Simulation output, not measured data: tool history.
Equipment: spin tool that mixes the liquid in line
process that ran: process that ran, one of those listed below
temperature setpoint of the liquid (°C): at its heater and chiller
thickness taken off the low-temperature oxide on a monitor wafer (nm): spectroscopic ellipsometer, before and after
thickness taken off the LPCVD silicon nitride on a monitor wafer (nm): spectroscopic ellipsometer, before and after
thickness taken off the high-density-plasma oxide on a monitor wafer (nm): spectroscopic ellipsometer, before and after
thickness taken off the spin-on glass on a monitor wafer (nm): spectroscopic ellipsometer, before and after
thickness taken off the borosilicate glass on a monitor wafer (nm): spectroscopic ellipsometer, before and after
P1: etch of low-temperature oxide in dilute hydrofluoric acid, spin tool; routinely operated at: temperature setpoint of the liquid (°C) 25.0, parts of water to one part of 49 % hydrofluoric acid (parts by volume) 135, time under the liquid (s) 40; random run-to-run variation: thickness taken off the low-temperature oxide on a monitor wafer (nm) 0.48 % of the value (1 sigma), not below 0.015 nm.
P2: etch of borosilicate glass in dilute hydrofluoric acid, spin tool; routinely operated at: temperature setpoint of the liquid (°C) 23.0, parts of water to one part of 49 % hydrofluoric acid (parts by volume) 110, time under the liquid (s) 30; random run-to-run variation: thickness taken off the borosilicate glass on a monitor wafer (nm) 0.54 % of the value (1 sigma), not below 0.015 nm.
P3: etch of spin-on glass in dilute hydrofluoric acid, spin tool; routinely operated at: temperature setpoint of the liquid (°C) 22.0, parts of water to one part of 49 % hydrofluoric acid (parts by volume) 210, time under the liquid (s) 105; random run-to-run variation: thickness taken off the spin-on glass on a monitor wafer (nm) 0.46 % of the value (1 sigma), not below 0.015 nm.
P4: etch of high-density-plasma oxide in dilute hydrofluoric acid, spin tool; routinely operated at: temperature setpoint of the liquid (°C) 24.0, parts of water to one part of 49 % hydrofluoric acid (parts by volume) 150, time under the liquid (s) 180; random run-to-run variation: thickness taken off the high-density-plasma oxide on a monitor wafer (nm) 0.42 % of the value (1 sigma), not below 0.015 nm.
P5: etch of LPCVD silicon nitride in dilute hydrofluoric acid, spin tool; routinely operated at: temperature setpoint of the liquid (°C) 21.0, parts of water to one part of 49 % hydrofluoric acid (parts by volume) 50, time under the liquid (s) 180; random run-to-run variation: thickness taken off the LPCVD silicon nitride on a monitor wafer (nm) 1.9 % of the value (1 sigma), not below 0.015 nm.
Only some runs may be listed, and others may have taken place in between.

run	hour	process that ran	temperature setpoint of the liquid (°C)	parts of water to one part of 49 % hydrofluoric acid (parts by volume)	time under the liquid (s)	hours since the thermometer was replaced	hours since the hydrofluoric acid flow meter was replaced	thickness taken off the low-temperature oxide on a monitor wafer (nm)	thickness taken off the LPCVD silicon nitride on a monitor wafer (nm)	thickness taken off the high-density-plasma oxide on a monitor wafer (nm)	thickness taken off the spin-on glass on a monitor wafer (nm)	thickness taken off the borosilicate glass on a monitor wafer (nm)
1	6.7	P1	25.0	135	40	613.2	284.6	4.2393				
2	13.7	P1	25.0	135	40	620.2	291.6	4.2870				
3	18.2	P5	21.0	50	180	624.7	296.1		1.3076			
4	23.6	P4	24.0	150	180	630.1	301.5			5.91370		
5	31.4	P3	22.0	40	105	637.9	309.3				92.8200	
6	39.5	P1	25.0	135	40	646.0	317.4	4.2387				
7	47.2	P1	25.0	205	65	653.7	325.1	4.2002				
8	54.2	P1	25.0	80	40	660.7	332.1	7.6995				
9	60.3	P4	24.0	150	180	666.8	338.2			5.86810		
10	66.2	P4	24.0	150	15	672.7	344.1			0.49353		
11	71.0	P2	27.0	110	30	677.5	348.9					8.3851
12	78.0	P3	22.0	210	55	684.5	355.9				7.6235	
13	84.6	P4	24.0	215	180	691.1	362.5			3.82040		
14	88.4	P3	22.0	210	105	694.9	366.3				14.7150	
15	95.5	P1	32.5	135	40	702.0	373.4	5.6055				
16	101.1	P2	23.0	110	15	707.6	379.0					3.5659
17	105.6	P1	25.0	135	15	712.1	383.5	1.5752				
18	111.2	P1	25.0	135	75	717.7	389.1	8.0672				
19	118.3	P2	23.0	155	30	724.8	396.2					4.8028
20	125.8	P5	21.0	50	180	732.3	403.7		1.3862			
21	133.9	P1	25.0	225	40	740.4	411.8	2.2933				
22	141.4	P5	26.5	50	180	747.9	419.3		2.0097			
23	145.2	P4	28.5	150	180	751.7	423.1			7.01400		
24	151.1	P1	28.5	240	40	757.6	429.0	2.4063				
25	156.4	P1	25.0	135	40	762.9	434.3	4.2668				
26	160.2	P1	17.0	135	40	766.7	438.1	3.0924				
27	165.3	P5	21.0	50	290	771.8	443.2		2.2522			
28	171.4	P3	28.5	210	105	777.9	449.3				18.4810	
29	177.3	P5	21.0	25	180	783.8	455.2		2.6712			
30	184.5	P1	25.0	135	40	791.0	462.4	4.2772				
31	191.8	P2	23.0	110	30	798.3	469.7					7.1910
32	196.4	P2	23.0	110	30	802.9	474.3					7.1011

Run 33 comes next. What will it give?
33	201.0	P1	25.0	135	40	807.5	478.9	?				

thickness taken off the low-temperature oxide on a monitor wafer (nm): 4.2568

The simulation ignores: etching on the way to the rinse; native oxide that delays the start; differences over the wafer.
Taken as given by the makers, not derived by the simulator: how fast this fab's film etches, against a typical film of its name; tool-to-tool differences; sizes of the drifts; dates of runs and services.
